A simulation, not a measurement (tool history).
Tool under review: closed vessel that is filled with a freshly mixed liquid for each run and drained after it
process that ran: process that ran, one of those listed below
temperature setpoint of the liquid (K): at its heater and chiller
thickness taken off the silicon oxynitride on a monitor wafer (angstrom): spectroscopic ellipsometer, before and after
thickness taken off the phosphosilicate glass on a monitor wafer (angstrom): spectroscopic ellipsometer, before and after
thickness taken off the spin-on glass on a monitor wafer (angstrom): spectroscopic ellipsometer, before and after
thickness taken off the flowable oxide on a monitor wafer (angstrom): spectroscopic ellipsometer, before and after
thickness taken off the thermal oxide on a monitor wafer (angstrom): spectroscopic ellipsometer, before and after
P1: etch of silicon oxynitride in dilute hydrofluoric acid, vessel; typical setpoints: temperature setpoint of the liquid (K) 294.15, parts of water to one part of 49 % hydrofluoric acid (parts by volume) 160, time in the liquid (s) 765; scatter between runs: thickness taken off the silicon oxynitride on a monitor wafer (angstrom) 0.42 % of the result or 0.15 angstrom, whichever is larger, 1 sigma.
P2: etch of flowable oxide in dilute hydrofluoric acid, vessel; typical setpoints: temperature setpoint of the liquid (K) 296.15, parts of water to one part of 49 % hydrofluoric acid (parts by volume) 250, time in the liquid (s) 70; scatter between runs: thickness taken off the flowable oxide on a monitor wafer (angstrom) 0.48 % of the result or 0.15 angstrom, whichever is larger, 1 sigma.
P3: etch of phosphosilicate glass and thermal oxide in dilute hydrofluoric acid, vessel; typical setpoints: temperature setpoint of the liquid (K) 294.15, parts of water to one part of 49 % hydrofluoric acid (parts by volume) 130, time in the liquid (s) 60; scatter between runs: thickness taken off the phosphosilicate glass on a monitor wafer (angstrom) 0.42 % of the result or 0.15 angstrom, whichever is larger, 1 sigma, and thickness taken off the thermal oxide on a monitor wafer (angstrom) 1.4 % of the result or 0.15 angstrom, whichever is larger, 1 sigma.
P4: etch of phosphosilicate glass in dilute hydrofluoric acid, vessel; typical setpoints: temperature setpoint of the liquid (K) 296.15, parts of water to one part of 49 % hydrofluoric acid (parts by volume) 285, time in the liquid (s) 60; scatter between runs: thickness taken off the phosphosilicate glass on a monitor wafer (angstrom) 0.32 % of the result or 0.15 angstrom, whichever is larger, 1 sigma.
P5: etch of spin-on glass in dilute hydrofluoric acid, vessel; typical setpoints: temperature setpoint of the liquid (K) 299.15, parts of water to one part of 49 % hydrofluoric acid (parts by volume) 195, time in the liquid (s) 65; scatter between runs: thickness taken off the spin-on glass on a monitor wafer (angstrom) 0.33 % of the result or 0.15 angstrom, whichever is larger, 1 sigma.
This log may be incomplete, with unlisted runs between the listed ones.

| run | day | process that ran | temperature setpoint of the liquid (K) | parts of water to one part of 49 % hydrofluoric acid (parts by volume) | time in the liquid (s) | hours since the thermometer was replaced | hours since the hydrofluoric acid flow meter was replaced | thickness taken off the silicon oxynitride on a monitor wafer (angstrom) | thickness taken off the phosphosilicate glass on a monitor wafer (angstrom) | thickness taken off the spin-on glass on a monitor wafer (angstrom) | thickness taken off the flowable oxide on a monitor wafer (angstrom) | thickness taken off the thermal oxide on a monitor wafer (angstrom) |
|---|---|---|---|---|---|---|---|---|---|---|---|---|
| 1 | 0.467 | P1 | 294.15 | 160 | 765 | 412.7 | 1849.6 | 95.394 |  |  |  |  |
| 2 | 0.808 | P1 | 294.15 | 285 | 765 | 420.9 | 1857.8 | 49.72 |  |  |  |  |
| 3 | 1.412 | P4 | 296.15 | 490 | 60 | 435.4 | 1872.3 |  | 46.764 |  |  |  |
| 4 | 1.846 | P5 | 306.15 | 195 | 65 | 445.8 | 1882.7 |  |  | 154.25 |  |  |
| 5 | 2.3 | P2 | 296.15 | 250 | 70 | 456.7 | 1893.6 |  |  |  | 66.268 |  |
| 6 | 2.908 | P1 | 294.15 | 160 | 765 | 471.3 | 1908.2 | 95.196 |  |  |  |  |
| 7 | 3.567 | P1 | 294.15 | 160 | 765 | 487.1 | 1924 | 95.32 |  |  |  |  |
| 8 | 3.933 | P5 | 299.15 | 195 | 65 | 495.9 | 1932.8 |  |  | 121.19 |  |  |
| 9 | 4.288 | P3 | 299.65 | 130 | 60 | 504.4 | 1941.3 |  | 497.11 |  |  | 21.539 |
| 10 | 4.592 | P1 | 290.15 | 240 | 765 | 511.7 | 1948.6 | 50.479 |  |  |  |  |
| 11 | 5.196 | P1 | 290.15 | 160 | 765 | 526.2 | 1963.1 | 79.067 |  |  |  |  |
| 12 | 5.692 | P1 | 294.15 | 160 | 765 | 538.1 | 1975 | 95.912 |  |  |  |  |
| 13 | 6.05 | P5 | 299.15 | 195 | 65 | 546.7 | 1983.6 |  |  | 120.15 |  |  |
| 14 | 6.567 | P4 | 302.15 | 285 | 60 | 559.1 | 1996 |  | 118.94 |  |  |  |
| 15 | 6.979 | P3 | 294.15 | 130 | 60 | 569 | 2005.9 |  | 401.34 |  |  | 17.377 |
| 16 | 7.629 | P3 | 294.15 | 35 | 60 | 584.6 | 2021.5 |  | 1674 |  |  | 73.592 |
| 17 | 8.288 | P1 | 290.15 | 85 | 765 | 600.4 | 2037.3 | 156.13 |  |  |  |  |
| 18 | 8.8 | P1 | 301.15 | 255 | 765 | 612.7 | 2049.6 | 76.275 |  |  |  |  |
| 19 | 9.229 | P4 | 296.15 | 285 | 60 | 623 | 2059.9 |  | 96.421 |  |  |  |
| 20 | 9.792 | P1 | 294.15 | 50 | 765 | 636.5 | 2073.4 | 331.35 |  |  |  |  |
| 21 | 10.304 | P5 | 299.15 | 30 | 65 | 648.8 | 2085.7 |  |  | 971.8 |  |  |
| 22 | 10.846 | P1 | 294.15 | 160 | 1425 | 661.8 | 2098.7 | 179.12 |  |  |  |  |
| 23 | 11.283 | P2 | 296.15 | 40 | 70 | 672.3 | 2109.2 |  |  |  | 520.4 |  |
| 24 | 11.746 | P2 | 290.15 | 250 | 70 | 683.4 | 2120.3 |  |  |  | 52.844 |  |
| 25 | 12.1 | P4 | 296.15 | 285 | 30 | 691.9 | 2128.8 |  | 48.083 |  |  |  |
| 26 | 12.729 | P5 | 299.15 | 195 | 30 | 707 | 2143.9 |  |  | 55.393 |  |  |
| 27 | 13.025 | P1 | 294.15 | 160 | 55 | 714.1 | 2151 | 7.0807 |  |  |  |  |
| 28 | 13.454 | P3 | 294.15 | 130 | 110 | 724.4 | 2161.3 |  | 737.48 |  |  | 32.21 |
| 29 | 13.771 | P3 | 294.15 | 130 | 60 | 732 | 2168.9 |  | 401.71 |  |  | 17.749 |
| 30 | 14.15 | P2 | 296.15 | 250 | 135 | 741.1 | 2178 |  |  |  | 126.46 |  |
| 31 | 14.496 | P1 | 300.65 | 160 | 765 | 749.4 | 2186.3 | 128.02 |  |  |  |  |
| 32 | 14.85 | P1 | 294.15 | 160 | 765 | 757.9 | 2194.8 | 95.517 |  |  |  |  |
| 33 | 15.204 | P1 | 294.15 | 160 | 765 | 766.4 | 2203.3 | 92.996 |  |  |  |  |
| 34 | 15.833 | P1 | 294.15 | 160 | 765 | 781.5 | 2218.4 | 90.646 |  |  |  |  |
| 35 | 16.229 | P1 | 294.15 | 160 | 765 | 791 | 2227.9 | 88.644 |  |  |  |  |
| 36 | 16.792 | P1 | 294.15 | 160 | 765 | 804.5 | 2241.4 | 87.79 |  |  |  |  |
| 37 | 17.454 | P1 | 294.15 | 160 | 765 | 820.4 | 2257.3 | 86.978 |  |  |  |  |
| 38 | 17.912 | P1 | 294.15 | 160 | 765 | 831.4 | 2268.3 | 86.314 |  |  |  |  |
| 39 | 18.558 | P1 | 294.15 | 160 | 765 | 846.9 | 2283.8 | 86.79 |  |  |  |  |
| 40 | 19.229 | P1 | 294.15 | 160 | 765 | 863 | 2299.9 | 86.271 |  |  |  |  |
| 41 | 19.788 | P1 | 294.15 | 160 | 765 | 876.4 | 2313.3 | 86.264 |  |  |  |  |
| 42 | 20.104 | P1 | 294.15 | 160 | 765 | 884 | 2320.9 | 86.233 |  |  |  |  |

The output of P1 has drifted from where it used to be. Each of the 2 causes below, taken at the size shown beside it, accounts for the log equally well:
A: hydrofluoric acid flow below the setpoint (%) = 9.1
B: liquid colder than its thermometer reads (K) = 2.25
The process output started creeping at around day 14.85.

The check runs listed below each take one wafer, and their results are still question marks. Under which run would the listed causes lead to clearly different results?
| check 1 | 20.421 | P4 | 296.15 | 445 | 30 |  |  |  | ? |  |  |  |
| check 2 | 20.421 | P5 | 299.15 | 35 | 65 |  |  |  |  | ? |  |  |
| check 3 | 20.421 | P2 | 293.15 | 75 | 70 |  |  |  |  |  | ? |  |
| check 4 | 20.421 | P3 | 294.15 | 35 | 60 |  |  |  | ? |  |  | ? |

Outcome of each check run for each possible cause:
| check | result | if A | if B |
|---|---|---|---|
| check 1 | thickness taken off the phosphosilicate glass on a monitor wafer (angstrom) | 23.443 | 24.849 |
| check 2 | thickness taken off the spin-on glass on a monitor wafer (angstrom) | 745.8 | 751.14 |
| check 3 | thickness taken off the flowable oxide on a monitor wafer (angstrom) | 212.27 | 214.24 |
| check 4 | thickness taken off the phosphosilicate glass on a monitor wafer (angstrom) | 1514 | 1518.5 |
| check 4 | thickness taken off the thermal oxide on a monitor wafer (angstrom) | 66.94 | 67.139 |
Separation of the two closest causes in each check, using whichever result separates them best: check 1 5.82 %; check 2 0.71 %; check 3 0.93 %; check 4 0.3 %
Check 1 distinguishes between the causes, while the remaining checks would return nearly the same result for all of them.

With check 1 done, the readings were: thickness taken off the phosphosilicate glass on a monitor wafer (angstrom) 23.262. Identify which of the listed causes applies.

Of the candidate causes, it is A: hydrofluoric acid flow below the setpoint (%).

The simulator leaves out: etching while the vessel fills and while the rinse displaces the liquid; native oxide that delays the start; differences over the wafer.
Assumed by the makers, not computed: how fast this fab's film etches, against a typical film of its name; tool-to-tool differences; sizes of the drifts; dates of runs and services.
